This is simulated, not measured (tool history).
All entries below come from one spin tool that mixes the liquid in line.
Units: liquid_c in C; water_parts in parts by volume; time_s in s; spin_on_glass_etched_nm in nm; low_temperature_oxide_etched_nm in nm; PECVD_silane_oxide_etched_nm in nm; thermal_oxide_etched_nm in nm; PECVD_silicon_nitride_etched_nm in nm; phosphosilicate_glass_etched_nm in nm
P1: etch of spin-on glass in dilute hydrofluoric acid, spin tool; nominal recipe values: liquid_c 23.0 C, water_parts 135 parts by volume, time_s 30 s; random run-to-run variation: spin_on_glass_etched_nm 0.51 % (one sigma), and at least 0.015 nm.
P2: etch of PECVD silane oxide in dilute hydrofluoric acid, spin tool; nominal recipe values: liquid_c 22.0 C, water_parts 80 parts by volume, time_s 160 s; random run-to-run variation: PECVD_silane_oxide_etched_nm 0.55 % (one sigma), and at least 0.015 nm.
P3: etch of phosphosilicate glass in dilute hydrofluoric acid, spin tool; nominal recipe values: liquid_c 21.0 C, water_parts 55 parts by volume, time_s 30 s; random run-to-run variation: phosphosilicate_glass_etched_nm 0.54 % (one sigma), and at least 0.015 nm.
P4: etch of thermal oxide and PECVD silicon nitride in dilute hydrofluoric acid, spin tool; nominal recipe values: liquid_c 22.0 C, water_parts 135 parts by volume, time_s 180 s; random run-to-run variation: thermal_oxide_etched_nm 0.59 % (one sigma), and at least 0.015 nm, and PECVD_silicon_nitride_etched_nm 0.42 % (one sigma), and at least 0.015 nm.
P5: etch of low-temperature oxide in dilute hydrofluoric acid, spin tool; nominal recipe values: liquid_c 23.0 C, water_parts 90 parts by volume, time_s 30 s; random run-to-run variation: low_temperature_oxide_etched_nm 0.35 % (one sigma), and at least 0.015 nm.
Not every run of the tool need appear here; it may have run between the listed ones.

run,hour,process,liquid_c,water_parts,time_s,hours since the thermometer was replaced,hours since the hydrofluoric acid flow meter was replaced,spin_on_glass_etched_nm,low_temperature_oxide_etched_nm,PECVD_silane_oxide_etched_nm,thermal_oxide_etched_nm,PECVD_silicon_nitride_etched_nm,phosphosilicate_glass_etched_nm
1,10.0,P1,23.0,135,30,816.9,153.1,8.2497,,,,,
2,17.0,P5,23.0,90,30,823.9,160.1,,8.0818,,,,
3,26.1,P1,23.0,135,15,833.0,169.2,4.1748,,,,,
4,33.6,P2,22.0,80,160,840.5,176.7,,,27.9370,,,
5,43.1,P1,23.0,60,30,850.0,186.2,20.3190,,,,,
6,54.1,P4,22.0,135,180,861.0,197.2,,,,5.4567,6.5849,
7,63.2,P3,21.0,55,30,870.1,206.3,,,,,,44.297
8,74.6,P5,23.0,90,30,881.5,217.7,,8.0376,,,,
9,83.9,P2,22.0,80,15,890.8,227.0,,,2.6284,,,
10,97.1,P2,22.0,80,160,904.0,240.2,,,27.3730,,,
11,106.5,P1,18.5,135,30,913.4,249.6,6.8920,,,,,
12,115.0,P1,23.0,135,30,921.9,258.1,8.2977,,,,,
13,122.8,P1,23.0,235,15,929.7,265.9,2.1267,,,,,
14,134.0,P1,23.0,135,30,940.9,277.1,8.2853,,,,,
15,140.7,P4,22.0,135,180,947.6,283.8,,,,5.3805,6.6057,
16,151.3,P2,17.5,80,160,958.2,294.4,,,23.2840,,,
17,163.9,P1,23.0,195,50,970.8,307.0,8.8568,,,,,
18,175.5,P5,23.0,90,65,982.4,318.6,,17.4330,,,,
19,183.9,P4,22.0,135,80,990.8,327.0,,,,2.4120,2.9604,
20,191.4,P5,23.0,155,30,998.3,334.5,,4.3348,,,,
21,203.6,P2,22.0,20,160,1010.5,346.7,,,120.2600,,,
22,210.9,P1,23.0,135,30,1017.8,354.0,8.2813,,,,,
23,221.3,P1,23.0,135,30,1028.2,364.4,8.3122,,,,,
24,230.5,P4,18.0,135,180,1037.4,373.6,,,,4.6004,5.0029,
25,239.8,P1,23.0,135,30,1046.7,382.9,8.2614,,,,,
26,249.4,P4,22.0,85,180,1056.3,392.5,,,,9.0712,10.3670,
27,258.1,P5,17.0,90,30,1065.0,401.2,,6.2805,,,,
28,268.0,P1,23.0,205,30,1074.9,411.1,5.0261,,,,,
29,276.1,P3,21.0,30,30,1083.0,419.2,,,,,,83.200
30,288.3,P3,17.0,55,30,1095.2,431.4,,,,,,37.309
31,298.4,P3,21.0,55,50,1105.3,441.5,,,,,,73.598
32,309.1,P1,28.5,135,30,1116.0,452.2,10.1580,,,,,
33,319.9,P1,23.0,135,60,1126.8,463.0,16.5130,,,,,
34,326.6,P1,23.0,135,30,1133.5,469.7,8.3562,,,,,
35,339.1,P1,23.0,135,30,1146.0,482.2,8.0535,,,,,
36,346.5,P1,23.0,135,30,1153.4,489.6,7.9356,,,,,
37,360.3,P1,23.0,135,30,1167.2,503.4,7.8648,,,,,
38,368.2,P1,23.0,135,30,1175.1,511.3,7.8144,,,,,
39,377.3,P1,23.0,135,30,1184.2,520.4,7.7803,,,,,
40,389.0,P1,23.0,135,30,1195.9,532.1,7.8101,,,,,
41,401.4,P1,23.0,135,30,1208.3,544.5,7.6910,,,,,
42,412.6,P1,23.0,135,30,1219.5,555.7,7.6873,,,,,
43,425.2,P1,23.0,135,30,1232.1,568.3,7.6280,,,,,
44,431.9,P1,23.0,135,30,1238.8,575.0,7.6366,,,,,
45,439.2,P1,23.0,135,30,1246.1,582.3,7.7339,,,,,

P1 has crept away from where it was. The log is fitted equally well by each of these 2 causes, at the sizes shown:
A: liquid colder than its thermometer reads (K) = 1.86
B: hydrofluoric acid flow below the setpoint (%) = 6.11
Onset of the creep was near hour 326.6.

Below are 4 check runs, each on a single wafer, with their results shown as question marks. Which of them would tell the listed causes apart, meaning the causes would give clearly different results under it?
check 1,446.5,P5,23.0,90,30,,,,?,,,,
check 2,446.5,P4,22.0,135,180,,,,,,?,?,
check 3,446.5,P2,22.0,80,160,,,,,?,,,
check 4,446.5,P3,21.0,55,30,,,,,,,,?

How each check would come out, cause by cause:
check,result,if A,if B
check 1,low_temperature_oxide_etched_nm,7.4619,7.5017
check 2,thermal_oxide_etched_nm,5.0167,5.0225
check 2,PECVD_silicon_nitride_etched_nm,5.7856,6.1550
check 3,PECVD_silane_oxide_etched_nm,25.7420,25.9320
check 4,phosphosilicate_glass_etched_nm,40.549,41.008
Minimum pairwise separation of causes per check, each pair taken at its best-separating result: check 1 0.53 %; check 2 6.19 %; check 3 0.73 %; check 4 1.12 %
Only in check 2 would the causes give clearly different results; in the remaining checks their results would be nearly the same.

Then check 2 was run and gave: thermal_oxide_etched_nm 4.9799 nm; PECVD_silicon_nitride_etched_nm 5.7531 nm. Which cause is it?

It is A: liquid colder than its thermometer reads (K).
